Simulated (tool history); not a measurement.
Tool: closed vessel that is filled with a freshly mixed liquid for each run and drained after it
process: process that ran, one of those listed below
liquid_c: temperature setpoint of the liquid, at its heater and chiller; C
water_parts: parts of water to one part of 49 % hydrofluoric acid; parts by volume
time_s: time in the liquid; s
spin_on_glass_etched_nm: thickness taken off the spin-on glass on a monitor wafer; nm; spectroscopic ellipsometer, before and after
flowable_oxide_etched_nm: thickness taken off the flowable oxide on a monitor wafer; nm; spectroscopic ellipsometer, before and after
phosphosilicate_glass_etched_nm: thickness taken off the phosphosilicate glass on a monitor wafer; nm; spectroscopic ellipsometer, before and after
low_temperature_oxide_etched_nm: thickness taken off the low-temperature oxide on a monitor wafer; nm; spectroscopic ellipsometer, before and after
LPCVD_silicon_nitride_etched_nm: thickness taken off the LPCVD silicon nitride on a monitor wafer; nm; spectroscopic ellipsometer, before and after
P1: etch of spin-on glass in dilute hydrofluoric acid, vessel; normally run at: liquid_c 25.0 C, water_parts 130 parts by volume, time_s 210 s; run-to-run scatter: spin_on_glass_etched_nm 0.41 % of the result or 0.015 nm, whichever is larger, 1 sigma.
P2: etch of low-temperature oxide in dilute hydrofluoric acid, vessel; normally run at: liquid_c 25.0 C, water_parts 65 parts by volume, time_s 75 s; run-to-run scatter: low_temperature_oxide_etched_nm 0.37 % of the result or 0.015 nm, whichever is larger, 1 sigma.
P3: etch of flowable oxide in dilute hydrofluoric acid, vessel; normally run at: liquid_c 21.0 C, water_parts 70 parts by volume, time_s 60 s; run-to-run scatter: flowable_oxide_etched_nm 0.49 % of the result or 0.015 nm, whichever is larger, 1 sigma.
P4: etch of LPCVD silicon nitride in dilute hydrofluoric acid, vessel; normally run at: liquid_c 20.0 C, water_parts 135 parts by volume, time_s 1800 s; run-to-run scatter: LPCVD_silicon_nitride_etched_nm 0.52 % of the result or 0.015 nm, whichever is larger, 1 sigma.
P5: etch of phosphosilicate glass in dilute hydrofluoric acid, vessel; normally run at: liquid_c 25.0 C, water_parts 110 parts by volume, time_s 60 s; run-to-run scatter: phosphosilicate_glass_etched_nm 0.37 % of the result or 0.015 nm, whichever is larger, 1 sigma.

run	hour	process	liquid_c	water_parts	time_s	hours since the thermometer was replaced	hours since the hydrofluoric acid flow meter was replaced	spin_on_glass_etched_nm	flowable_oxide_etched_nm	phosphosilicate_glass_etched_nm	low_temperature_oxide_etched_nm	LPCVD_silicon_nitride_etched_nm
1	2.6	P1	25.0	130	210	918.9	267.2	51.8130				
2	5.9	P3	21.0	70	115	922.2	270.5		55.249			
3	8.9	P1	25.0	130	210	925.2	273.5	51.3970				
4	12.0	P1	32.0	130	210	928.3	276.6	67.4250				
5	14.3	P5	25.0	110	30	930.6	278.9			29.293		
6	16.1	P1	25.0	130	210	932.4	280.7	51.7180				
7	18.9	P2	25.0	65	75	935.2	283.5				36.344	
8	22.4	P1	25.0	130	335	938.7	287.0	82.7770				
9	24.3	P3	21.0	110	60	940.6	288.9		17.559			
10	27.2	P1	25.0	80	210	943.5	291.8	89.6410				
11	29.5	P1	32.5	40	210	945.8	294.1	255.9200				
12	32.9	P1	25.0	130	30	949.2	297.5	7.4491				
13	36.4	P4	20.0	135	1800	952.7	301.0					4.8799
14	39.7	P2	25.0	65	30	956.0	304.3				14.487	
15	42.9	P4	20.0	135	465	959.2	307.5					1.2819
16	46.3	P1	25.0	130	210	962.6	310.9	52.0390				
17	49.1	P1	25.0	185	210	965.4	313.7	33.7910				
18	52.7	P4	24.0	135	1800	969.0	317.3					6.4472
19	55.0	P1	25.0	130	210	971.3	319.6	51.6990				
20	58.3	P5	25.0	110	60	974.6	322.9			58.661		
21	60.6	P1	21.0	130	210	976.9	325.2	44.5910				
22	63.2	P4	20.0	215	1800	979.5	327.8					3.1179
23	67.0	P3	21.0	70	60	983.3	331.6		28.586			
24	71.0	P1	25.0	130	210	987.3	335.6	51.9090				
25	73.7	P3	17.0	70	60	990.0	338.3		24.347			
26	76.6	P5	31.5	110	60	992.9	341.2			74.470		
27	79.9	P1	25.0	205	65	996.2	344.5	9.2559				
# hour 80.1: thermometer replaced
28	82.1	P1	25.0	130	210	2.0	346.7	51.7480				
29	84.4	P5	25.0	30	60	4.3	349.0			238.020		
30	87.2	P2	25.0	65	75	7.1	351.8				36.030	
31	90.1	P2	25.0	110	75	10.0	354.7				20.219	
32	93.1	P2	21.0	65	75	13.0	357.7				30.765	
33	96.5	P1	25.0	130	210	16.4	361.1	51.3690				
34	100.5	P1	25.0	130	210	20.4	365.1	52.8500				
35	103.7	P1	25.0	130	210	23.6	368.3	54.1280				
36	106.1	P1	25.0	130	210	26.0	370.7	54.9900				
37	108.9	P1	25.0	130	210	28.8	373.5	54.7200				
38	113.0	P1	25.0	130	210	32.9	377.6	55.3340				
39	116.1	P1	25.0	130	210	36.0	380.7	55.7310				
40	118.6	P1	25.0	130	210	38.5	383.2	55.7740				
41	121.7	P1	25.0	130	210	41.6	386.3	55.6210				
42	124.5	P1	25.0	130	210	44.4	389.1	56.0120				
43	128.5	P1	25.0	130	210	48.4	393.1	56.1380				
44	131.2	P1	25.0	130	210	51.1	395.8	56.2690				

What P1 gives has crept away from where it was. These 2 causes fit the log equally well, each at the size given:
A: hydrofluoric acid flow above the setpoint (%) = 7.08
B: liquid hotter than its thermometer reads (K) = 2.08
The creep began at about hour 96.5.

4 check runs are offered, one wafer each, their results left as question marks. Which one tells the causes apart?
check 1	133.9	P2	25.0	65	75						?	
check 2	133.9	P4	20.0	135	1800							?
check 3	133.9	P5	25.0	110	60					?		
check 4	133.9	P3	21.0	70	60				?			

What each check would give under each cause:
check	result	if A	if B
check 1	low_temperature_oxide_etched_nm	38.963	39.315
check 2	LPCVD_silicon_nitride_etched_nm	5.2725	5.6648
check 3	phosphosilicate_glass_etched_nm	63.251	63.430
check 4	flowable_oxide_etched_nm	31.086	31.451
How far apart the two closest causes lie, in the result that separates them most: check 1 0.9 %; check 2 7.18 %; check 3 0.28 %; check 4 1.17 %
Only check 2 tells the causes apart: in the others they would give nearly the same result.

Then check 2 was run and gave: LPCVD_silicon_nitride_etched_nm 5.2876 nm. Which cause is it?

It is A: hydrofluoric acid flow above the setpoint (%).
